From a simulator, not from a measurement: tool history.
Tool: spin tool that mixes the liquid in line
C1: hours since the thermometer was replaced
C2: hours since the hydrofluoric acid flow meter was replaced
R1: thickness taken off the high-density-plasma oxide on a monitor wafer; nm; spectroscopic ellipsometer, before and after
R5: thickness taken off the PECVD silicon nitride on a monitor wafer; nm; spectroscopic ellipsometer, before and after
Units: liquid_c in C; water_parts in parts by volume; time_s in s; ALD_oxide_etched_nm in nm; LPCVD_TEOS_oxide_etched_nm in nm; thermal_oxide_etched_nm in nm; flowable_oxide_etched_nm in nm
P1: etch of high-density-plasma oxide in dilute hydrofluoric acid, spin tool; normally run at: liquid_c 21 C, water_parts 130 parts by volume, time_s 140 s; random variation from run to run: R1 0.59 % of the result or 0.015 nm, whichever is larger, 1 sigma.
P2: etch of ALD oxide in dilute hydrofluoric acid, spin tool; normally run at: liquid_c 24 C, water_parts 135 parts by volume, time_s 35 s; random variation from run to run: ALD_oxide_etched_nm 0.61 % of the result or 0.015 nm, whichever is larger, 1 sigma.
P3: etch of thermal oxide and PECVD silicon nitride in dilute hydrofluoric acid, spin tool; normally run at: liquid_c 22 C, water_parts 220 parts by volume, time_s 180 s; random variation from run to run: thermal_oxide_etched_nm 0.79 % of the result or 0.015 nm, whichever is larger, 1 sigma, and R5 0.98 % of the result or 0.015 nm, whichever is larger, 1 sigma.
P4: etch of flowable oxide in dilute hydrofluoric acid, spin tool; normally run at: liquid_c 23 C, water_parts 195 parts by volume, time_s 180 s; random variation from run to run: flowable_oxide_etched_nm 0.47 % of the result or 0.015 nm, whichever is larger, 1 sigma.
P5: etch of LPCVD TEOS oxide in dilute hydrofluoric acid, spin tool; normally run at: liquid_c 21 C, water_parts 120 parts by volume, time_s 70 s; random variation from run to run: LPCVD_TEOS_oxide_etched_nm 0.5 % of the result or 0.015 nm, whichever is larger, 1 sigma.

{"run": 1, "hour": 11.0, "process": "P1", "liquid_c": 21, "water_parts": 130, "time_s": 140, "C1": 417.5, "C2": 1769.3, "R1": 4.6863}
{"run": 2, "hour": 19.3, "process": "P2", "liquid_c": 24, "water_parts": 35, "time_s": 35, "C1": 425.8, "C2": 1777.6, "ALD_oxide_etched_nm": 20.889}
{"run": 3, "hour": 32.6, "process": "P5", "liquid_c": 21, "water_parts": 210, "time_s": 70, "C1": 439.1, "C2": 1790.9, "LPCVD_TEOS_oxide_etched_nm": 4.4585}
{"run": 4, "hour": 46.4, "process": "P3", "liquid_c": 22, "water_parts": 220, "time_s": 180, "C1": 452.9, "C2": 1804.7, "thermal_oxide_etched_nm": 3.1745, "R5": 2.0663}
{"run": 5, "hour": 63.5, "process": "P1", "liquid_c": 21, "water_parts": 130, "time_s": 140, "C1": 470, "C2": 1821.8, "R1": 4.7024}
{"run": 6, "hour": 75.8, "process": "P2", "liquid_c": 19, "water_parts": 135, "time_s": 35, "C1": 482.3, "C2": 1834.1, "ALD_oxide_etched_nm": 3.9368}
{"run": 7, "hour": 87.8, "process": "P1", "liquid_c": 21, "water_parts": 65, "time_s": 140, "C1": 494.3, "C2": 1846.1, "R1": 10.147}
{"run": 8, "hour": 96.8, "process": "P4", "liquid_c": 23, "water_parts": 195, "time_s": 320, "C1": 503.3, "C2": 1855.1, "flowable_oxide_etched_nm": 66.109}
{"run": 9, "hour": 105.9, "process": "P1", "liquid_c": 21, "water_parts": 130, "time_s": 255, "C1": 512.4, "C2": 1864.2, "R1": 8.5566}
{"run": 10, "hour": 113.6, "process": "P4", "liquid_c": 23, "water_parts": 195, "time_s": 180, "C1": 520.1, "C2": 1871.9, "flowable_oxide_etched_nm": 37.35}
{"run": 11, "hour": 124.6, "process": "P1", "liquid_c": 21, "water_parts": 130, "time_s": 140, "C1": 531.1, "C2": 1882.9, "R1": 4.6942}
{"run": 12, "hour": 139.4, "process": "P1", "liquid_c": 21, "water_parts": 130, "time_s": 45, "C1": 545.9, "C2": 1897.7, "R1": 1.5093}
{"run": 13, "hour": 154.7, "process": "P5", "liquid_c": 17, "water_parts": 120, "time_s": 70, "C1": 561.2, "C2": 1913, "LPCVD_TEOS_oxide_etched_nm": 7.2761}
{"run": 14, "hour": 171.4, "process": "P2", "liquid_c": 24, "water_parts": 135, "time_s": 35, "C1": 577.9, "C2": 1929.7, "ALD_oxide_etched_nm": 4.8039}
{"run": 15, "hour": 187.6, "process": "P2", "liquid_c": 24, "water_parts": 135, "time_s": 15, "C1": 594.1, "C2": 1945.9, "ALD_oxide_etched_nm": 2.0864}
{"run": 16, "hour": 196.5, "process": "P1", "liquid_c": 27.5, "water_parts": 70, "time_s": 140, "C1": 603, "C2": 1954.8, "R1": 12.173}
{"run": 17, "hour": 206.7, "process": "P2", "liquid_c": 24, "water_parts": 135, "time_s": 35, "C1": 613.2, "C2": 1965, "ALD_oxide_etched_nm": 4.8216}
{"run": 18, "hour": 221.7, "process": "P1", "liquid_c": 21, "water_parts": 200, "time_s": 140, "C1": 628.2, "C2": 1980, "R1": 2.8159}
{"run": 19, "hour": 239.2, "process": "P3", "liquid_c": 22, "water_parts": 130, "time_s": 180, "C1": 645.7, "C2": 1997.5, "thermal_oxide_etched_nm": 5.9554, "R5": 3.401}
{"run": 20, "hour": 255.8, "process": "P1", "liquid_c": 21, "water_parts": 130, "time_s": 140, "C1": 662.3, "C2": 2014.1, "R1": 4.6898}
{"run": 21, "hour": 263.5, "process": "P4", "liquid_c": 23, "water_parts": 65, "time_s": 180, "C1": 670, "C2": 2021.8, "flowable_oxide_etched_nm": 128.16}
{"run": 22, "hour": 272.4, "process": "P4", "liquid_c": 17, "water_parts": 195, "time_s": 180, "C1": 678.9, "C2": 2030.7, "flowable_oxide_etched_nm": 29.457}
{"run": 23, "hour": 284.7, "process": "P3", "liquid_c": 17, "water_parts": 220, "time_s": 180, "C1": 691.2, "C2": 2043, "thermal_oxide_etched_nm": 2.6318, "R5": 1.4795}
{"run": 24, "hour": 294.9, "process": "P3", "liquid_c": 22, "water_parts": 220, "time_s": 310, "C1": 701.4, "C2": 2053.2, "thermal_oxide_etched_nm": 5.4702, "R5": 3.5612}
{"run": 25, "hour": 306.7, "process": "P5", "liquid_c": 21, "water_parts": 120, "time_s": 125, "C1": 713.2, "C2": 2065, "LPCVD_TEOS_oxide_etched_nm": 15.287}
{"run": 26, "hour": 319.0, "process": "P1", "liquid_c": 26, "water_parts": 130, "time_s": 85, "C1": 725.5, "C2": 2077.3, "R1": 3.4354}
{"run": 27, "hour": 333.2, "process": "P1", "liquid_c": 27, "water_parts": 130, "time_s": 140, "C1": 739.7, "C2": 2091.5, "R1": 5.8546}
{"run": 28, "hour": 347.4, "process": "P5", "liquid_c": 21, "water_parts": 120, "time_s": 70, "C1": 753.9, "C2": 2105.7, "LPCVD_TEOS_oxide_etched_nm": 8.5489}
{"run": 29, "hour": 361.2, "process": "P1", "liquid_c": 21, "water_parts": 130, "time_s": 140, "C1": 767.7, "C2": 2119.5, "R1": 4.7147}

Run 30 comes next. What will it give?
{"run": 30, "hour": 374.7, "process": "P1", "liquid_c": 21, "water_parts": 130, "time_s": 140, "C1": 781.2, "C2": 2133, "R1": "?"}

{"run 30": {"R1": 4.7156}}

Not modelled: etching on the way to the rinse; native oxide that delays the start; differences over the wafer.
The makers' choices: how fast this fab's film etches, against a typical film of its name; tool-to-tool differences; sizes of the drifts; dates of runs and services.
